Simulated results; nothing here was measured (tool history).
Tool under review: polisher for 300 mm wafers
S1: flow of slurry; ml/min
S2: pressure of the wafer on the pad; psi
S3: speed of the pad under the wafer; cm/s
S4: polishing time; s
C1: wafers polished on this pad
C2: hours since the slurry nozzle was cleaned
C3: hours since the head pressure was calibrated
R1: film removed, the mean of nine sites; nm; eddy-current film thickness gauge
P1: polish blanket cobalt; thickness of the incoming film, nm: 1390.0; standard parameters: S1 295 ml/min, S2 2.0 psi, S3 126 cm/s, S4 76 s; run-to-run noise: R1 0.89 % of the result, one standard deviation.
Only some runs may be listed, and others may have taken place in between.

run,hour,S1,S2,S3,S4,C1,C2,C3,R1
1,12.9,295,2.0,126,76,509,357.2,989.5,395.35
2,19.8,295,2.0,192,76,590,364.1,996.4,600.70
3,31.5,430,2.0,126,76,729,375.8,1008.1,400.14
4,41.3,295,2.0,126,76,844,385.6,1017.9,390.97
5,54.2,295,2.0,126,76,997,398.5,1030.8,392.33
6,61.3,175,2.0,126,76,1081,405.6,1037.9,365.71
7,72.7,295,2.0,126,76,1215,417.0,1049.3,393.81
8,85.7,295,2.0,126,120,1369,430.0,1062.3,618.99
# hour 86.5: slurry nozzle cleaned
9,99.2,295,2.0,126,76,1529,12.8,1075.8,387.88
10,107.2,295,1.2,126,76,1623,20.8,1083.8,235.73
11,116.3,295,3.1,126,76,1731,29.9,1092.9,614.22
12,129.5,295,2.0,126,34,1887,43.1,1106.1,174.59
13,136.4,295,2.0,84,76,1968,50.0,1113.0,263.17

Estimate the outcome of run 14 from the log above:
14,147.3,390,2.0,166,76,2097,60.9,1123.9,?

R1: 535.22 nm
